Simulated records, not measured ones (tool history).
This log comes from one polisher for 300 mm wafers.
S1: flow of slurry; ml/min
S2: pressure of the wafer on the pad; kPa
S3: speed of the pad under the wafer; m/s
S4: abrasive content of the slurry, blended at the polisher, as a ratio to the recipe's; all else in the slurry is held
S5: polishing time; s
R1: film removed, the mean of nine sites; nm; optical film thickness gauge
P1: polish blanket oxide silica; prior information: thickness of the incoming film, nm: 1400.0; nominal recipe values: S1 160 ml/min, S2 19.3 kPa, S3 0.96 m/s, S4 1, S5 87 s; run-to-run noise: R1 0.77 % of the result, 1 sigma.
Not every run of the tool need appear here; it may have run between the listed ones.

{"run": 1, "hour": 11.5, "S1": 160, "S2": 19.3, "S3": 0.96, "S4": 1, "S5": 87, "R1": 142.54}
{"run": 2, "hour": 24.9, "S1": 225, "S2": 19.3, "S3": 0.96, "S4": 1, "S5": 87, "R1": 148.65}
{"run": 3, "hour": 34.3, "S1": 105, "S2": 19.3, "S3": 0.96, "S4": 1, "S5": 87, "R1": 131.03}
{"run": 4, "hour": 47.3, "S1": 160, "S2": 19.3, "S3": 0.96, "S4": 1, "S5": 87, "R1": 141.18}
{"run": 5, "hour": 55.8, "S1": 160, "S2": 19.3, "S3": 0.96, "S4": 1, "S5": 87, "R1": 143.96}
{"hour": 57.0, "done": "head pressure recalibrated"}
{"run": 6, "hour": 70.0, "S1": 160, "S2": 19.3, "S3": 0.96, "S4": 1.4, "S5": 87, "R1": 164.22}
{"run": 7, "hour": 84.8, "S1": 160, "S2": 19.3, "S3": 1.3, "S4": 1, "S5": 87, "R1": 181.73}
{"hour": 87.9, "done": "slurry nozzle cleaned"}
{"run": 8, "hour": 93.9, "S1": 160, "S2": 19.3, "S3": 0.96, "S4": 1, "S5": 62, "R1": 100.62}
{"run": 9, "hour": 106.4, "S1": 160, "S2": 19.3, "S3": 0.96, "S4": 0.6, "S5": 87, "R1": 110}
{"run": 10, "hour": 114.5, "S1": 160, "S2": 19.3, "S3": 0.96, "S4": 1, "S5": 87, "R1": 144.59}
{"run": 11, "hour": 122.3, "S1": 120, "S2": 19.3, "S3": 1.34, "S4": 1, "S5": 87, "R1": 176.41}
{"run": 12, "hour": 136.9, "S1": 160, "S2": 11.7, "S3": 0.96, "S4": 1, "S5": 87, "R1": 86.543}
{"run": 13, "hour": 149.3, "S1": 160, "S2": 19.3, "S3": 0.62, "S4": 1, "S5": 87, "R1": 100.37}
{"run": 14, "hour": 158.1, "S1": 160, "S2": 19.3, "S3": 0.96, "S4": 1, "S5": 87, "R1": 144.93}
{"run": 15, "hour": 169.6, "S1": 160, "S2": 19.3, "S3": 0.96, "S4": 1, "S5": 127, "R1": 207.59}
{"run": 16, "hour": 178.6, "S1": 160, "S2": 30.3, "S3": 0.96, "S4": 1, "S5": 87, "R1": 222.94}
{"run": 17, "hour": 193.4, "S1": 160, "S2": 19.3, "S3": 0.58, "S4": 1.3, "S5": 87, "R1": 105.14}
{"run": 18, "hour": 205.7, "S1": 160, "S2": 19.3, "S3": 0.96, "S4": 1, "S5": 87, "R1": 144.55}
{"run": 19, "hour": 214.2, "S1": 160, "S2": 19.3, "S3": 0.96, "S4": 1, "S5": 87, "R1": 139.17}
{"run": 20, "hour": 222.5, "S1": 160, "S2": 19.3, "S3": 0.96, "S4": 1, "S5": 87, "R1": 135.14}
{"run": 21, "hour": 236.3, "S1": 160, "S2": 19.3, "S3": 0.96, "S4": 1, "S5": 87, "R1": 129.65}
{"run": 22, "hour": 244.9, "S1": 160, "S2": 19.3, "S3": 0.96, "S4": 1, "S5": 87, "R1": 128.79}
{"run": 23, "hour": 257.2, "S1": 160, "S2": 19.3, "S3": 0.96, "S4": 1, "S5": 87, "R1": 128.74}
{"run": 24, "hour": 264.4, "S1": 160, "S2": 19.3, "S3": 0.96, "S4": 1, "S5": 87, "R1": 126.29}
{"hour": 264.5, "done": "head pressure recalibrated"}
{"hour": 269.5, "done": "conditioning disc replaced and pad reconditioned"}
{"run": 25, "hour": 274.1, "S1": 160, "S2": 19.3, "S3": 0.96, "S4": 1, "S5": 87, "R1": 125.09}
{"hour": 278.2, "done": "slurry nozzle cleaned"}
{"run": 26, "hour": 288.6, "S1": 160, "S2": 19.3, "S3": 0.96, "S4": 1, "S5": 87, "R1": 126.22}
{"run": 27, "hour": 298.6, "S1": 160, "S2": 19.3, "S3": 0.96, "S4": 1, "S5": 87, "R1": 125.34}
{"run": 28, "hour": 313.7, "S1": 160, "S2": 19.3, "S3": 0.96, "S4": 1, "S5": 87, "R1": 123.46}
{"run": 29, "hour": 328.7, "S1": 160, "S2": 19.3, "S3": 0.96, "S4": 1, "S5": 87, "R1": 123.91}

The log shows P1 creeping away from where it was. Any of the 2 causes listed here, at the size stated for it, fits the log just as well as the others:
A: removal rate lost through wear of the pad, % = 13.4
B: abrasive missing from the slurry, % = 25.3
Creep in the process output first set in at about hour 205.7.
The rest of the possible causes, and what rules out each one:
slurry flow missing at the pad, %: serviced at hour 278.2, after the drift had started, without restoring the earlier output
head's pressure below its setpoint, %: serviced at hour 264.5, after the drift had started, without restoring the earlier output
time polished since the conditioner stopped cutting, s: serviced at hour 269.5, after the drift had started, without restoring the earlier output

Of the 4 check runs below, each run on 5 wafers with the results averaged and each result still a question mark, which one would tell the listed causes apart?
{"run": "check 1", "hour": 343.7, "S1": 110, "S2": 19.3, "S3": 0.96, "S4": 1, "S5": 87, "R1": "?"}
{"run": "check 2", "hour": 343.7, "S1": 160, "S2": 19.3, "S3": 0.96, "S4": 0.65, "S5": 87, "R1": "?"}
{"run": "check 3", "hour": 343.7, "S1": 160, "S2": 26.9, "S3": 0.96, "S4": 1, "S5": 87, "R1": "?"}
{"run": "check 4", "hour": 343.7, "S1": 160, "S2": 28.3, "S3": 0.96, "S4": 1, "S5": 87, "R1": "?"}

Expected result of each check under each candidate cause:
check=check_1 result=R1 if_A=114.87 if_B=114.95
check=check_2 result=R1 if_A=99.306 if_B=96.341
check=check_3 result=R1 if_A=172.17 if_B=172.29
check=check_4 result=R1 if_A=181 if_B=181.13
Per check, the gap between the least separated pair of causes, taken in the result that splits them most: check 1 0.07 %; check 2 3.03 %; check 3 0.07 %; check 4 0.07 %
The other checks would show nearly matching results whichever cause is true, so check 2 is the only one that separates the causes.

Then check 2 was run and gave: R1 99.49 nm. Which cause is it?

It is A: removal rate lost through wear of the pad, %.
